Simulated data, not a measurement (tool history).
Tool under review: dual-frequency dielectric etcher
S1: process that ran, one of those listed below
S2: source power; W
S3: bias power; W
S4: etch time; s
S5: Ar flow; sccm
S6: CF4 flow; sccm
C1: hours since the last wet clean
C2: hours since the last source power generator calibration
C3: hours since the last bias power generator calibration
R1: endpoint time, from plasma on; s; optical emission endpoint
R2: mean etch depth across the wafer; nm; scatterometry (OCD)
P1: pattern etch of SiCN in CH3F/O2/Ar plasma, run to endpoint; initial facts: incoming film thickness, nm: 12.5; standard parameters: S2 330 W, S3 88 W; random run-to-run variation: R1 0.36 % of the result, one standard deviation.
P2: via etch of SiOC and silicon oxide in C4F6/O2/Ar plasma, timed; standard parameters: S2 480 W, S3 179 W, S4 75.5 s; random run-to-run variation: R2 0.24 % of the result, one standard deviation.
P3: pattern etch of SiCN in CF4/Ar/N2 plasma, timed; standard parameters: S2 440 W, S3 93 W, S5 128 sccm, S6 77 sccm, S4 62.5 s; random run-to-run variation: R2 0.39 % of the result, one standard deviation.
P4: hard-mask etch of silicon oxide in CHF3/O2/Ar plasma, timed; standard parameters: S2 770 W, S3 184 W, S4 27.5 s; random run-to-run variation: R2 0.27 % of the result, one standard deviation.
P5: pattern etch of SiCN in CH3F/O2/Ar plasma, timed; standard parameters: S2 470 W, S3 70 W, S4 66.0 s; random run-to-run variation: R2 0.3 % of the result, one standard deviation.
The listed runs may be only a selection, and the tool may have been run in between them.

run 1 hour=9.5 | S1=P1 S2=330 S3=88 | C1=159.2 C2=332.0 C3=1037.0 | R1=33.928
run 2 hour=23.5 | S1=P4 S2=770 S3=184 S4=18.0 | C1=173.2 C2=346.0 C3=1051.0 | R2=39.406
run 3 hour=30.6 | S1=P4 S2=770 S3=184 S4=27.5 | C1=180.3 C2=353.1 C3=1058.1 | R2=60.242
run 4 hour=37.5 | S1=P2 S2=480 S3=179 S4=96.5 | C1=187.2 C2=360.0 C3=1065.0 | R2=113.130
run 5 hour=51.0 | S1=P4 S2=1020 S3=184 S4=27.5 | C1=200.7 C2=373.5 C3=1078.5 | R2=67.232
run 6 hour=65.0 | S1=P1 S2=330 S3=88 | C1=214.7 C2=387.5 C3=1092.5 | R1=33.792
run 7 hour=78.2 | S1=P3 S2=440 S3=116 S4=62.5 S5=128 S6=77 | C1=227.9 C2=400.7 C3=1105.7 | R2=60.359
run 8 hour=92.6 | S1=P4 S2=770 S3=111 S4=27.5 | C1=242.3 C2=415.1 C3=1120.1 | R2=51.508
run 9 hour=102.3 | S1=P2 S2=630 S3=179 S4=75.5 | C1=252.0 C2=424.8 C3=1129.8 | R2=99.004
run 10 hour=113.2 | S1=P3 S2=440 S3=93 S4=62.5 S5=128 S6=77 | C1=262.9 C2=435.7 C3=1140.7 | R2=55.880
run 11 hour=120.1 | S1=P1 S2=330 S3=88 | C1=269.8 C2=442.6 C3=1147.6 | R1=33.918
run 12 hour=127.4 | S1=P1 S2=330 S3=71 | C1=277.1 C2=449.9 C3=1154.9 | R1=36.651
run 13 hour=134.5 | S1=P1 S2=410 S3=58 | C1=284.2 C2=457.0 C3=1162.0 | R1=36.259
run 14 hour=143.0 | S1=P1 S2=400 S3=88 | C1=292.7 C2=465.5 C3=1170.5 | R1=31.464
run 15 hour=149.9 | S1=P2 S2=480 S3=120 S4=75.5 | C1=299.6 C2=472.4 C3=1177.4 | R2=78.535
run 16 hour=157.9 | S1=P3 S2=440 S3=93 S4=62.5 S5=128 S6=100 | C1=307.6 C2=480.4 C3=1185.4 | R2=57.297
run 17 hour=165.2 | S1=P1 S2=420 S3=118 | C1=314.9 C2=487.7 C3=1192.7 | R1=27.762
run 18 hour=172.2 | S1=P5 S2=470 S3=70 S4=66.0 | C1=321.9 C2=494.7 C3=1199.7 | R2=26.126
run 19 hour=181.8 | S1=P3 S2=440 S3=93 S4=62.5 S5=128 S6=77 | C1=331.5 C2=504.3 C3=1209.3 | R2=55.565
run 20 hour=196.5 | S1=P3 S2=440 S3=93 S4=62.5 S5=168 S6=77 | C1=346.2 C2=519.0 C3=1224.0 | R2=52.997
run 21 hour=207.6 | S1=P2 S2=480 S3=179 S4=75.5 | C1=357.3 C2=530.1 C3=1235.1 | R2=88.819
-- hour=208.1 bias power generator calibrated
run 22 hour=222.1 | S1=P1 S2=330 S3=88 | C1=371.8 C2=544.6 C3=14.1 | R1=33.790
-- hour=228.2 wet clean of the chamber
run 23 hour=234.9 | S1=P5 S2=470 S3=70 S4=66.0 | C1=6.8 C2=557.4 C3=26.9 | R2=26.177
run 24 hour=244.2 | S1=P3 S2=610 S3=93 S4=62.5 S5=128 S6=77 | C1=16.1 C2=566.7 C3=36.2 | R2=73.612
run 25 hour=258.6 | S1=P5 S2=470 S3=46 S4=66.0 | C1=30.5 C2=581.1 C3=50.6 | R2=22.883
run 26 hour=273.0 | S1=P1 S2=330 S3=88 | C1=44.9 C2=595.5 C3=65.0 | R1=33.862
run 27 hour=280.1 | S1=P1 S2=400 S3=70 | C1=52.0 C2=602.6 C3=72.1 | R1=34.175
run 28 hour=290.8 | S1=P1 S2=270 S3=88 | C1=62.7 C2=613.3 C3=82.8 | R1=36.196
run 29 hour=304.2 | S1=P5 S2=640 S3=70 S4=66.0 | C1=76.1 C2=626.7 C3=96.2 | R2=29.532
run 30 hour=314.4 | S1=P3 S2=440 S3=93 S4=85.5 S5=128 S6=77 | C1=86.3 C2=636.9 C3=106.4 | R2=75.660
run 31 hour=327.5 | S1=P2 S2=480 S3=179 S4=75.5 | C1=99.4 C2=650.0 C3=119.5 | R2=89.067
run 32 hour=336.9 | S1=P5 S2=470 S3=70 S4=98.5 | C1=108.8 C2=659.4 C3=128.9 | R2=39.420
run 33 hour=345.6 | S1=P1 S2=330 S3=119 | C1=117.5 C2=668.1 C3=137.6 | R1=30.237
run 34 hour=354.8 | S1=P1 S2=330 S3=88 | C1=126.7 C2=677.3 C3=146.8 | R1=33.828
run 35 hour=368.0 | S1=P1 S2=330 S3=88 | C1=139.9 C2=690.5 C3=160.0 | R1=33.527
run 36 hour=379.5 | S1=P1 S2=330 S3=88 | C1=151.4 C2=702.0 C3=171.5 | R1=33.253
run 37 hour=389.1 | S1=P1 S2=330 S3=88 | C1=161.0 C2=711.6 C3=181.1 | R1=33.548
run 38 hour=403.8 | S1=P1 S2=330 S3=88 | C1=175.7 C2=726.3 C3=195.8 | R1=33.338
-- hour=410.7 wet clean of the chamber
run 39 hour=417.8 | S1=P1 S2=330 S3=88 | C1=7.2 C2=740.3 C3=209.8 | R1=33.231
run 40 hour=431.1 | S1=P1 S2=330 S3=88 | C1=20.5 C2=753.6 C3=223.1 | R1=33.145
run 41 hour=444.2 | S1=P1 S2=330 S3=88 | C1=33.6 C2=766.7 C3=236.2 | R1=33.021
run 42 hour=455.8 | S1=P1 S2=330 S3=88 | C1=45.2 C2=778.3 C3=247.8 | R1=33.359
run 43 hour=463.4 | S1=P1 S2=330 S3=88 | C1=52.8 C2=785.9 C3=255.4 | R1=33.424

P1 no longer gives what it gave before; its output has crept away from where it was. The following 2 causes, each at its listed size, fit the log equally well:
A: source power that arrives over what is set, % = 4.99
B: bias power that arrives over what is set, % = 4.93
The onset of the drift is placed at about hour 354.8.
Each remaining cause and why it is not a fit:
chamber walls in a state that raises the etch rate, %: serviced at hour 410.7, after the change had begun; the process did not return to its earlier output

Consider the 4 check runs below, whose results appear as question marks and each of which averages 2 wafers. Which one distinguishes the causes, in that each cause would give it a clearly different result?
run check 1 hour=471.0 | S1=P5 S2=470 S3=70 S4=66.0 | R2=?
run check 2 hour=471.0 | S1=P2 S2=480 S3=179 S4=75.5 | R2=?
run check 3 hour=471.0 | S1=P3 S2=440 S3=93 S4=62.5 S5=128 S6=77 | R2=?
run check 4 hour=471.0 | S1=P4 S2=770 S3=184 S4=27.5 | R2=?

What every check run would give for each of its results, assuming each possible cause in turn:
check=check_1 result=R2 if_A=26.710 if_B=26.666
check=check_2 result=R2 if_A=90.572 if_B=90.246
check=check_3 result=R2 if_A=57.935 if_B=56.541
check=check_4 result=R2 if_A=61.438 if_B=61.274
Separation of the two closest causes in each check, using whichever result separates them best: check 1 0.16 %; check 2 0.36 %; check 3 2.44 %; check 4 0.27 %
Check 3 is the one run that separates the causes; every other check would come out nearly the same whichever cause is at work.

After running check 3, the following was obtained: R2 57.875 nm. Which cause does this point to?

The correct cause is A, namely: source power that arrives over what is set, %.
